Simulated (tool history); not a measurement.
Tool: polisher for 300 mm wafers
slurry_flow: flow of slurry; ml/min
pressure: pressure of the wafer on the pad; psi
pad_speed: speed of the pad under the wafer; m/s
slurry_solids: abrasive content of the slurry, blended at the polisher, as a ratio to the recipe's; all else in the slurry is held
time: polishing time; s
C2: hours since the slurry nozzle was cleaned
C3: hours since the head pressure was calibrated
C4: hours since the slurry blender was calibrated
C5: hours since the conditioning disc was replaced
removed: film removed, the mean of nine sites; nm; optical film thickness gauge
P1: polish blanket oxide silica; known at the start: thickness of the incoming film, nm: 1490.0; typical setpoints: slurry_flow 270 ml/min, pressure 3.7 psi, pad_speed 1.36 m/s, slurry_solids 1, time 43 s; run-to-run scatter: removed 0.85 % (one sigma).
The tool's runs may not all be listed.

{"run": 1, "hour": 4.2, "slurry_flow": 270, "pressure": 3.7, "pad_speed": 1.36, "slurry_solids": 1, "time": 43, "wafers polished on this pad": 641, "C2": 142.8, "C3": 450.7, "C4": 120.3, "C5": 104.7, "removed": 124.33}
{"run": 2, "hour": 11.2, "slurry_flow": 270, "pressure": 3.7, "pad_speed": 1.36, "slurry_solids": 1, "time": 43, "wafers polished on this pad": 709, "C2": 149.8, "C3": 457.7, "C4": 127.3, "C5": 111.7, "removed": 126.58}
{"run": 3, "hour": 18.0, "slurry_flow": 270, "pressure": 3.7, "pad_speed": 0.86, "slurry_solids": 1, "time": 43, "wafers polished on this pad": 775, "C2": 156.6, "C3": 464.5, "C4": 134.1, "C5": 118.5, "removed": 86.341}
{"run": 4, "hour": 24.4, "slurry_flow": 160, "pressure": 3.7, "pad_speed": 1.36, "slurry_solids": 1, "time": 43, "wafers polished on this pad": 837, "C2": 163, "C3": 470.9, "C4": 140.5, "C5": 124.9, "removed": 116.72}
{"run": 5, "hour": 27.9, "slurry_flow": 425, "pressure": 3.7, "pad_speed": 1.36, "slurry_solids": 1, "time": 43, "wafers polished on this pad": 871, "C2": 166.5, "C3": 474.4, "C4": 144, "C5": 128.4, "removed": 132.68}
{"run": 6, "hour": 34.3, "slurry_flow": 270, "pressure": 3.7, "pad_speed": 1.36, "slurry_solids": 0.5, "time": 43, "wafers polished on this pad": 933, "C2": 172.9, "C3": 480.8, "C4": 150.4, "C5": 134.8, "removed": 85.837}
{"run": 7, "hour": 41.3, "slurry_flow": 270, "pressure": 3.7, "pad_speed": 1.36, "slurry_solids": 1, "time": 43, "wafers polished on this pad": 1000, "C2": 179.9, "C3": 487.8, "C4": 157.4, "C5": 141.8, "removed": 124.57}
{"run": 8, "hour": 46.6, "slurry_flow": 270, "pressure": 3.7, "pad_speed": 1.72, "slurry_solids": 1, "time": 43, "wafers polished on this pad": 1052, "C2": 185.2, "C3": 493.1, "C4": 162.7, "C5": 147.1, "removed": 152.96}
{"run": 9, "hour": 52.9, "slurry_flow": 270, "pressure": 5.8, "pad_speed": 1.36, "slurry_solids": 1, "time": 43, "wafers polished on this pad": 1113, "C2": 191.5, "C3": 499.4, "C4": 169, "C5": 153.4, "removed": 196.19}
{"run": 10, "hour": 58.1, "slurry_flow": 270, "pressure": 3.7, "pad_speed": 1.36, "slurry_solids": 1, "time": 24, "wafers polished on this pad": 1163, "C2": 196.7, "C3": 504.6, "C4": 174.2, "C5": 158.6, "removed": 69.863}
{"run": 11, "hour": 62.3, "slurry_flow": 340, "pressure": 5, "pad_speed": 1.36, "slurry_solids": 1, "time": 43, "wafers polished on this pad": 1204, "C2": 200.9, "C3": 508.8, "C4": 178.4, "C5": 162.8, "removed": 170.42}
{"run": 12, "hour": 67.0, "slurry_flow": 270, "pressure": 3.7, "pad_speed": 1.36, "slurry_solids": 1, "time": 43, "wafers polished on this pad": 1249, "C2": 205.6, "C3": 513.5, "C4": 183.1, "C5": 167.5, "removed": 125.68}
{"run": 13, "hour": 70.8, "slurry_flow": 270, "pressure": 1.9, "pad_speed": 1.36, "slurry_solids": 1, "time": 43, "wafers polished on this pad": 1286, "C2": 209.4, "C3": 517.3, "C4": 186.9, "C5": 171.3, "removed": 64.833}
{"run": 14, "hour": 74.3, "slurry_flow": 270, "pressure": 3.7, "pad_speed": 1.36, "slurry_solids": 1.25, "time": 43, "wafers polished on this pad": 1320, "C2": 212.9, "C3": 520.8, "C4": 190.4, "C5": 174.8, "removed": 138.61}
{"run": 15, "hour": 81.2, "slurry_flow": 270, "pressure": 3.7, "pad_speed": 1.36, "slurry_solids": 1, "time": 43, "wafers polished on this pad": 1387, "C2": 219.8, "C3": 527.7, "C4": 197.3, "C5": 181.7, "removed": 124.19}
{"run": 16, "hour": 84.9, "slurry_flow": 270, "pressure": 3.7, "pad_speed": 1.36, "slurry_solids": 1, "time": 59, "wafers polished on this pad": 1422, "C2": 223.5, "C3": 531.4, "C4": 201, "C5": 185.4, "removed": 173.02}
{"run": 17, "hour": 90.9, "slurry_flow": 270, "pressure": 3.7, "pad_speed": 1.36, "slurry_solids": 1, "time": 43, "wafers polished on this pad": 1481, "C2": 229.5, "C3": 537.4, "C4": 207, "C5": 191.4, "removed": 126.49}
{"run": 18, "hour": 96.5, "slurry_flow": 270, "pressure": 3.7, "pad_speed": 1.36, "slurry_solids": 1, "time": 43, "wafers polished on this pad": 1535, "C2": 235.1, "C3": 543, "C4": 212.6, "C5": 197, "removed": 125.52}
{"run": 19, "hour": 103.5, "slurry_flow": 270, "pressure": 3.7, "pad_speed": 1.36, "slurry_solids": 1, "time": 43, "wafers polished on this pad": 1603, "C2": 242.1, "C3": 550, "C4": 219.6, "C5": 204, "removed": 121.46}
{"run": 20, "hour": 109.4, "slurry_flow": 270, "pressure": 3.7, "pad_speed": 1.36, "slurry_solids": 1, "time": 43, "wafers polished on this pad": 1660, "C2": 248, "C3": 555.9, "C4": 225.5, "C5": 209.9, "removed": 119.61}
{"run": 21, "hour": 114.6, "slurry_flow": 270, "pressure": 3.7, "pad_speed": 1.36, "slurry_solids": 1, "time": 43, "wafers polished on this pad": 1710, "C2": 253.2, "C3": 561.1, "C4": 230.7, "C5": 215.1, "removed": 118.6}
{"run": 22, "hour": 120.2, "slurry_flow": 270, "pressure": 3.7, "pad_speed": 1.36, "slurry_solids": 1, "time": 43, "wafers polished on this pad": 1764, "C2": 258.8, "C3": 566.7, "C4": 236.3, "C5": 220.7, "removed": 117.68}
{"hour": 123.4, "done": "conditioning disc replaced and pad reconditioned"}
{"run": 23, "hour": 125.8, "slurry_flow": 270, "pressure": 3.7, "pad_speed": 1.36, "slurry_solids": 1, "time": 43, "wafers polished on this pad": 1818, "C2": 264.4, "C3": 572.3, "C4": 241.9, "C5": 2.5, "removed": 114.67}
{"hour": 125.9, "done": "slurry nozzle cleaned"}
{"run": 24, "hour": 131.8, "slurry_flow": 270, "pressure": 3.7, "pad_speed": 1.36, "slurry_solids": 1, "time": 43, "wafers polished on this pad": 1876, "C2": 5.9, "C3": 578.3, "C4": 247.9, "C5": 8.5, "removed": 116.13}
{"run": 25, "hour": 136.8, "slurry_flow": 270, "pressure": 3.7, "pad_speed": 1.36, "slurry_solids": 1, "time": 43, "wafers polished on this pad": 1925, "C2": 10.9, "C3": 583.3, "C4": 252.9, "C5": 13.5, "removed": 114.09}
{"run": 26, "hour": 140.1, "slurry_flow": 270, "pressure": 3.7, "pad_speed": 1.36, "slurry_solids": 1, "time": 43, "wafers polished on this pad": 1957, "C2": 14.2, "C3": 586.6, "C4": 256.2, "C5": 16.8, "removed": 114.25}
{"hour": 141.4, "done": "head pressure recalibrated"}
{"run": 27, "hour": 145.8, "slurry_flow": 270, "pressure": 3.7, "pad_speed": 1.36, "slurry_solids": 1, "time": 43, "wafers polished on this pad": 2012, "C2": 19.9, "C3": 4.5, "C4": 261.9, "C5": 22.5, "removed": 113.41}
{"run": 28, "hour": 152.8, "slurry_flow": 270, "pressure": 3.7, "pad_speed": 1.36, "slurry_solids": 1, "time": 43, "wafers polished on this pad": 2080, "C2": 26.9, "C3": 11.5, "C4": 268.9, "C5": 29.5, "removed": 113.71}
{"run": 29, "hour": 158.5, "slurry_flow": 270, "pressure": 3.7, "pad_speed": 1.36, "slurry_solids": 1, "time": 43, "wafers polished on this pad": 2135, "C2": 32.6, "C3": 17.2, "C4": 274.6, "C5": 35.2, "removed": 113.24}

The log shows P1 creeping away from where it was. Any of the 2 causes listed here, at the size stated for it, fits the log just as well as the others:
A: abrasive missing from the slurry, % = 18.9
B: removal rate lost through wear of the pad, % = 9.57
Creep in the process output first set in at about hour 96.5.
The rest of the possible causes, and what rules out each one:
slurry flow missing at the pad, %: serviced at hour 125.9, after the drift had started, without restoring the earlier output
head's pressure below its setpoint, %: serviced at hour 141.4, after the drift had started, without restoring the earlier output
time polished since the conditioner stopped cutting, s: serviced at hour 123.4, after the drift had started, without restoring the earlier output

Which of the 4 check runs listed below, each an average over 5 wafers with its results shown as question marks, gives clearly different results under the different listed causes?
{"run": "check 1", "hour": 164.2, "slurry_flow": 270, "pressure": 4.8, "pad_speed": 1.36, "slurry_solids": 0.55, "time": 43, "removed": "?"}
{"run": "check 2", "hour": 164.2, "slurry_flow": 355, "pressure": 4.7, "pad_speed": 1.36, "slurry_solids": 1, "time": 43, "removed": "?"}
{"run": "check 3", "hour": 164.2, "slurry_flow": 420, "pressure": 3.7, "pad_speed": 1.36, "slurry_solids": 1, "time": 43, "removed": "?"}
{"run": "check 4", "hour": 164.2, "slurry_flow": 160, "pressure": 5.7, "pad_speed": 1.36, "slurry_solids": 1, "time": 43, "removed": "?"}

Predicted outcomes, by check and by cause:
check=check_1 result=removed if_A=104.02 if_B=107.27
check=check_2 result=removed if_A=147.55 if_B=147.57
check=check_3 result=removed if_A=117.54 if_B=117.55
check=check_4 result=removed if_A=163.43 if_B=163.45
Distance between the nearest two causes, measured in the result of the check that separates them most: check 1 3.08 %; check 2 0.01 %; check 3 0.01 %; check 4 0.01 %
Only check 1 tells the causes apart: in the others they would give nearly the same result.

After running check 1, the following was obtained: removed 106.87 nm. Which cause does this point to?

It was cause B: removal rate lost through wear of the pad, %.
